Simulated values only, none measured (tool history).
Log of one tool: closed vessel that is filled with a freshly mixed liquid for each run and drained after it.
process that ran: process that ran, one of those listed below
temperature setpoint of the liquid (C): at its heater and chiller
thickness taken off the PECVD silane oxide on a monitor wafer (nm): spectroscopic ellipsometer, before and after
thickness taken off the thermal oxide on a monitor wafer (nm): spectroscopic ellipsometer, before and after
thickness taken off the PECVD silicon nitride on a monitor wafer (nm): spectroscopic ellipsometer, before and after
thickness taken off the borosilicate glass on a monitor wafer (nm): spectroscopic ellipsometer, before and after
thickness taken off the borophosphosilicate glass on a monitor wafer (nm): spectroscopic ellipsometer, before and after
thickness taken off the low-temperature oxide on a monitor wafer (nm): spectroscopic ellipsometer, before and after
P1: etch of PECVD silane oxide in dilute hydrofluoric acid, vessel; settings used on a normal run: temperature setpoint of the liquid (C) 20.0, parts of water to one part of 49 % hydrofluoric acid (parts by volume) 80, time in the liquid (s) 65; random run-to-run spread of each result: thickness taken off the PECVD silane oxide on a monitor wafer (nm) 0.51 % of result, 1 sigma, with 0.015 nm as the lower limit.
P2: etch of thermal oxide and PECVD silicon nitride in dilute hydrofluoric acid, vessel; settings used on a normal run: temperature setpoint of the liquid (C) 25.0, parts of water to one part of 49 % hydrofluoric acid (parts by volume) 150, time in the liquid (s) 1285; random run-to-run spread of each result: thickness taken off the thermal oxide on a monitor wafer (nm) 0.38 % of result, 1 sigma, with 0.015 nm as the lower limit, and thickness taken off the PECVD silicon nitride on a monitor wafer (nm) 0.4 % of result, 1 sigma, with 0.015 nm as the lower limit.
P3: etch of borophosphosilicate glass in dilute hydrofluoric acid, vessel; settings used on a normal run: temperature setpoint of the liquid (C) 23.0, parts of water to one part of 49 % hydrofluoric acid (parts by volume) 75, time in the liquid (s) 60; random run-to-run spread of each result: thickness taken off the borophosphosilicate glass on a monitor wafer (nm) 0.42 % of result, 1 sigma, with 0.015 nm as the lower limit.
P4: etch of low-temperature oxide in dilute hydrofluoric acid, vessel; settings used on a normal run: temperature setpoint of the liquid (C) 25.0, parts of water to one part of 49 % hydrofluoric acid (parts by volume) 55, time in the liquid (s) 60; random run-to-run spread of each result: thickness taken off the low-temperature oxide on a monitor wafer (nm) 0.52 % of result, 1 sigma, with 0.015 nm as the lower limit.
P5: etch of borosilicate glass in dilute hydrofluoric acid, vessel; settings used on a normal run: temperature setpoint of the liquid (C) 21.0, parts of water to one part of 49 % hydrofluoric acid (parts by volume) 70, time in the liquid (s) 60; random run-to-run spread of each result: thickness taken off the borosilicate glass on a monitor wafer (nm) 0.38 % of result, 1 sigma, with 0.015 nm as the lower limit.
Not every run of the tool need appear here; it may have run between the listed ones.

run	hour	process that ran	temperature setpoint of the liquid (C)	parts of water to one part of 49 % hydrofluoric acid (parts by volume)	time in the liquid (s)	hours since the thermometer was replaced	hours since the hydrofluoric acid flow meter was replaced	thickness taken off the PECVD silane oxide on a monitor wafer (nm)	thickness taken off the thermal oxide on a monitor wafer (nm)	thickness taken off the PECVD silicon nitride on a monitor wafer (nm)	thickness taken off the borosilicate glass on a monitor wafer (nm)	thickness taken off the borophosphosilicate glass on a monitor wafer (nm)	thickness taken off the low-temperature oxide on a monitor wafer (nm)
1	7.5	P1	20.0	80	65	686.5	659.8	35.119					
2	15.3	P2	25.0	150	1285	694.3	667.6		41.207	16.9370			
3	23.1	P5	21.0	70	100	702.1	675.4				23.410		
4	29.6	P1	20.0	120	65	708.6	681.9	22.379					
5	35.4	P2	31.5	150	1285	714.4	687.7		52.502	25.1460			
6	41.1	P3	23.0	140	60	720.1	693.4					15.521	
7	45.4	P1	20.0	20	65	724.4	697.7	151.050					
8	51.1	P3	23.0	75	60	730.1	703.4					31.110	
9	58.4	P1	20.0	80	115	737.4	710.7	61.623					
10	64.7	P3	23.0	75	30	743.7	717.0					15.712	
11	69.0	P5	21.0	70	60	748.0	721.3				14.173		
12	76.3	P2	25.0	30	1285	755.3	728.6		242.110	81.4560			
13	80.0	P1	20.0	80	65	759.0	732.3	35.034					
14	83.8	P2	25.0	150	1285	762.8	736.1		41.620	16.7470			
15	87.6	P1	20.0	80	65	766.6	739.9	35.326					
16	92.8	P5	21.0	70	60	771.8	745.1				14.085		
17	98.3	P5	28.0	70	60	777.3	750.6				18.664		
18	102.1	P2	25.0	150	400	781.1	754.4		12.882	5.1794			
19	107.3	P1	24.5	80	65	786.3	759.6	42.264					
20	111.3	P4	29.5	55	60	790.3	763.6						33.738
21	117.8	P1	20.0	80	65	796.8	770.1	35.393					
22	123.8	P1	17.0	80	65	802.8	776.1	30.777					

For run 23, what comes out?
23	127.6	P1	20.0	80	65	806.6	779.9	?					

thickness taken off the PECVD silane oxide on a monitor wafer (nm): 35.190

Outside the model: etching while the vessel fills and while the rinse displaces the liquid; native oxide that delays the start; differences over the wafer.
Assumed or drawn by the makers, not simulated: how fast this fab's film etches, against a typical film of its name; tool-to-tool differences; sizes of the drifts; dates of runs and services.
